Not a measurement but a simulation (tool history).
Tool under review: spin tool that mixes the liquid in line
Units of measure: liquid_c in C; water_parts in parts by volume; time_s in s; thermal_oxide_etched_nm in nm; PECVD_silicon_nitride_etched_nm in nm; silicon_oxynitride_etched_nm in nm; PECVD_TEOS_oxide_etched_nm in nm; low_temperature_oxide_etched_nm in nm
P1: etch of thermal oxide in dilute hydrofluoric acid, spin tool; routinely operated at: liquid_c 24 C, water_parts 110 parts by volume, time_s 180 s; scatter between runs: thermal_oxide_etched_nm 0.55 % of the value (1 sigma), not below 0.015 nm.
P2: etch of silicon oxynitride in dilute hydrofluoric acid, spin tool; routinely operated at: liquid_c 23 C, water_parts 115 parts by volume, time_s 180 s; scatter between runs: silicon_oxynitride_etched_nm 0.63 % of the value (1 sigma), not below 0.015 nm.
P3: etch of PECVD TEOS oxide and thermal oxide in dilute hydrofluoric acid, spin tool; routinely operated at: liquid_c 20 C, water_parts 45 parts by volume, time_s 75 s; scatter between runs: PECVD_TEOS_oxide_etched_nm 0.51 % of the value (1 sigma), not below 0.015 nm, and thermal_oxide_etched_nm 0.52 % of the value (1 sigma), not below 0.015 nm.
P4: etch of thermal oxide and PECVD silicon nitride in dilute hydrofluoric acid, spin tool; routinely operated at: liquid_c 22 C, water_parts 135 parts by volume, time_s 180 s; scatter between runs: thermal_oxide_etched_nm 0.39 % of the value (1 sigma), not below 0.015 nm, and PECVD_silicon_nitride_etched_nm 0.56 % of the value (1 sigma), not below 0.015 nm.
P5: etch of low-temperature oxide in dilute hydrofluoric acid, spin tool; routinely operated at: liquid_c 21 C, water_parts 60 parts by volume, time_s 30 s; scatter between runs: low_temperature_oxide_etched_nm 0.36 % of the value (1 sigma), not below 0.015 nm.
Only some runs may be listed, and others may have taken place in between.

run   hour  process  liquid_c  water_parts  time_s  hours since the thermometer was replaced  hours since the hydrofluoric acid flow meter was replaced  thermal_oxide_etched_nm  PECVD_silicon_nitride_etched_nm  silicon_oxynitride_etched_nm  PECVD_TEOS_oxide_etched_nm  low_temperature_oxide_etched_nm
  1    6.9       P1        24          110     180                                       180                                                      417.4                   7.8842
  2   10.9       P4      25.5          135     180                                       184                                                      421.4                   6.2027                           7.6686
  3   15.5       P1        24          200     180                                     188.6                                                        426                   3.9291
  4   22.2       P2        23          115      20                                     195.3                                                      432.7                                                                                 0.44212
  5   27.8       P1        30           75     180                                     200.9                                                      438.3                   15.342
  6   35.7       P4        22          195     180                                     208.8                                                      446.2                   3.5108                           4.2726
  7   40.6       P2        23          190     180                                     213.7                                                      451.1                                                                                  2.2893
  8   45.8       P3        20           75      75                                     218.9                                                      456.3                   4.4551                                                                                     11.498
  9   50.1       P1        24          110     180                                     223.2                                                      460.6                   7.8344
 10   58.4       P2        23          115     180                                     231.5                                                      468.9                                                                                  3.9851
 11   62.6       P4        22          135     180                                     235.7                                                      473.1                    5.422                           6.0951
 12   70.3       P1        24          110     180                                     243.4                                                      480.8                   7.9438
 13     77       P3        20           45      75                                     250.1                                                      487.5                    7.629                                                                                     19.804
 14   82.7       P1      31.5          110     180                                     255.8                                                      493.2                   10.444
 15   88.8       P5        21           60      15                                     261.9                                                      499.3                                                                                                                                               8.1673
 16   95.1       P4        22          135      90                                     268.2                                                      505.6                   2.7351                           3.0706
 17  101.5       P5        28           60      30                                     274.6                                                        512                                                                                                                                               21.834
 18  109.7       P1        24           50     180                                     282.8                                                      520.2                   18.609
 19  113.9       P1        24          110     180                                       287                                                      524.4                   7.8238
 20  121.8       P5        21           35      30                                     294.9                                                      532.3                                                                                                                                               29.196

Run 21 comes next. What will it give?
 21  126.8       P1        24          110     180                                     299.9                                                      537.3                        ?

{"run 21": {"thermal_oxide_etched_nm": 7.8831}}
